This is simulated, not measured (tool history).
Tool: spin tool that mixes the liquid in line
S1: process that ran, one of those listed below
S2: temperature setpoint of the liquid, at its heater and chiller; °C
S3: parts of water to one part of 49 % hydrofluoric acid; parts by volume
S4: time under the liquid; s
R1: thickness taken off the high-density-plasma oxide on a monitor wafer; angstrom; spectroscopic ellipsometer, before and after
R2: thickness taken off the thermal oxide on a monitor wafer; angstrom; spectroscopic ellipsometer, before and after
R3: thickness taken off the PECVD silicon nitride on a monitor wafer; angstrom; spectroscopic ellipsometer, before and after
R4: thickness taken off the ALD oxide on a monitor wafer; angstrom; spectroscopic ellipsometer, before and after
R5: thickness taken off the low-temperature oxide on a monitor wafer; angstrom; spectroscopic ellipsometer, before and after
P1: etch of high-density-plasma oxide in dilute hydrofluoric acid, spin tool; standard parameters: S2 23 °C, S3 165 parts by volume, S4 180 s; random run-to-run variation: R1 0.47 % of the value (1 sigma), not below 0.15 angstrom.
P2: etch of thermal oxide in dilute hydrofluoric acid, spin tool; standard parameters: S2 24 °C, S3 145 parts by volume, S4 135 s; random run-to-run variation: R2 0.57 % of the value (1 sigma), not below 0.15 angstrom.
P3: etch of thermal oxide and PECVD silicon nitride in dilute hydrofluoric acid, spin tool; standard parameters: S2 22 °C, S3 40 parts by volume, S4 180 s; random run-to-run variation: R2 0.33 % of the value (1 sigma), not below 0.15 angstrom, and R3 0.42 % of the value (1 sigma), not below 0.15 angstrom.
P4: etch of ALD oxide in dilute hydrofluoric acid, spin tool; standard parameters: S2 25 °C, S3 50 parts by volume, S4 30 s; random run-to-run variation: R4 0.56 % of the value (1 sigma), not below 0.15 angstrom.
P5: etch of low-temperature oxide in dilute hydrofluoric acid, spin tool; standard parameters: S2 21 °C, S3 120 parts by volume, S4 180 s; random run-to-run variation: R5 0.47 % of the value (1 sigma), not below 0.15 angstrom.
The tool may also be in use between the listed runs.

run 1 hour=4.2 | S1=P1 S2=23 S3=165 S4=180 | R1=54.255
run 2 hour=11.9 | S1=P3 S2=22 S3=40 S4=180 | R2=214.69 R3=206.34
run 3 hour=19.7 | S1=P1 S2=23 S3=40 S4=40 | R1=57.291
run 4 hour=26.2 | S1=P3 S2=29 S3=40 S4=180 | R2=286.18 R3=328.44
run 5 hour=31.1 | S1=P1 S2=23 S3=165 S4=180 | R1=54.043
run 6 hour=38.4 | S1=P4 S2=25 S3=90 S4=30 | R4=52.554
run 7 hour=44 | S1=P1 S2=23 S3=165 S4=180 | R1=53.815
run 8 hour=49.8 | S1=P5 S2=21 S3=120 S4=180 | R5=163.83
run 9 hour=57.1 | S1=P2 S2=30.5 S3=145 S4=135 | R2=51.327
run 10 hour=64.9 | S1=P3 S2=22 S3=40 S4=40 | R2=48.026 R3=46.349
run 11 hour=71.5 | S1=P4 S2=25 S3=50 S4=60 | R4=201.73
run 12 hour=79.6 | S1=P1 S2=19 S3=165 S4=180 | R1=46.029
run 13 hour=86.4 | S1=P1 S2=23 S3=165 S4=180 | R1=53.969
run 14 hour=94.7 | S1=P1 S2=23 S3=165 S4=180 | R1=53.53
run 15 hour=103.1 | S1=P4 S2=20 S3=50 S4=30 | R4=81.205
run 16 hour=108.7 | S1=P5 S2=21 S3=120 S4=70 | R5=62.951
run 17 hour=116 | S1=P2 S2=24 S3=40 S4=135 | R2=167.04
run 18 hour=123 | S1=P1 S2=23 S3=165 S4=350 | R1=105.37
run 19 hour=131.2 | S1=P5 S2=21 S3=205 S4=180 | R5=87.46
run 20 hour=136.6 | S1=P5 S2=17 S3=120 S4=180 | R5=138.42
run 21 hour=141.7 | S1=P2 S2=24 S3=145 S4=220 | R2=65.801
run 22 hour=146 | S1=P1 S2=28.5 S3=165 S4=180 | R1=66.518
run 23 hour=152.8 | S1=P2 S2=24 S3=145 S4=135 | R2=40.475
run 24 hour=157.8 | S1=P2 S2=24 S3=145 S4=135 | R2=40.217
run 25 hour=165.4 | S1=P1 S2=23 S3=165 S4=55 | R1=16.373
run 26 hour=170.1 | S1=P3 S2=22 S3=65 S4=180 | R2=127.67 R3=128.97
run 27 hour=176.6 | S1=P1 S2=23 S3=255 S4=180 | R1=31.864
run 28 hour=181.6 | S1=P4 S2=25 S3=50 S4=30 | R4=100.31
run 29 hour=187.2 | S1=P1 S2=23 S3=55 S4=180 | R1=182.86
run 30 hour=194.6 | S1=P3 S2=22 S3=40 S4=180 | R2=213.93 R3=207.44
run 31 hour=202.7 | S1=P1 S2=23 S3=165 S4=180 | R1=53.617
run 32 hour=210.5 | S1=P1 S2=23 S3=165 S4=180 | R1=55.563
run 33 hour=215.1 | S1=P1 S2=23 S3=165 S4=180 | R1=55.743
run 34 hour=218.9 | S1=P1 S2=23 S3=165 S4=180 | R1=56.157
run 35 hour=225.5 | S1=P1 S2=23 S3=165 S4=180 | R1=57.109
run 36 hour=232.2 | S1=P1 S2=23 S3=165 S4=180 | R1=56.737
run 37 hour=236.2 | S1=P1 S2=23 S3=165 S4=180 | R1=56.43
run 38 hour=244.7 | S1=P1 S2=23 S3=165 S4=180 | R1=56.56
run 39 hour=249.5 | S1=P1 S2=23 S3=165 S4=180 | R1=56.919
run 40 hour=254.9 | S1=P1 S2=23 S3=165 S4=180 | R1=57.322
run 41 hour=262.8 | S1=P1 S2=23 S3=165 S4=180 | R1=57.827

P1 has crept away from where it was. The log is fitted equally well by each of these 2 causes, at the sizes shown:
A: liquid hotter than its thermometer reads (K) = 1.58
B: hydrofluoric acid flow above the setpoint (%) = 5.22
Creep in the process output first set in at about hour 202.7.

Below are 4 check runs, each on a single wafer, with their results shown as question marks. Which of them would tell the listed causes apart, meaning the causes would give clearly different results under it?
run check 1 hour=270.7 | S1=P5 S2=17 S3=120 S4=180 | R5=?
run check 2 hour=270.7 | S1=P3 S2=28.5 S3=40 S4=180 | R2=? R3=?
run check 3 hour=270.7 | S1=P2 S2=30.5 S3=40 S4=135 | R2=?
run check 4 hour=270.7 | S1=P4 S2=21.5 S3=85 S4=30 | R4=?

Expected result of each check under each candidate cause:
check=check_1 result=R5 if_A=147.38 if_B=146.13
check=check_2 result=R2 if_A=297.85 if_B=295.12
check=check_2 result=R3 if_A=354.82 if_B=336.41
check=check_3 result=R2 if_A=230.94 if_B=229.08
check=check_4 result=R4 if_A=52.206 if_B=51.774
How far apart the two closest causes lie, in the result that separates them most: check 1 0.85 %; check 2 5.33 %; check 3 0.81 %; check 4 0.83 %
Only check 2 tells the causes apart: in the others they would give nearly the same result.

Here is what check 2 returned: R2 297.57 angstrom; R3 355.47 angstrom. Which cause is it?

The correct cause is A, namely: liquid hotter than its thermometer reads (K).
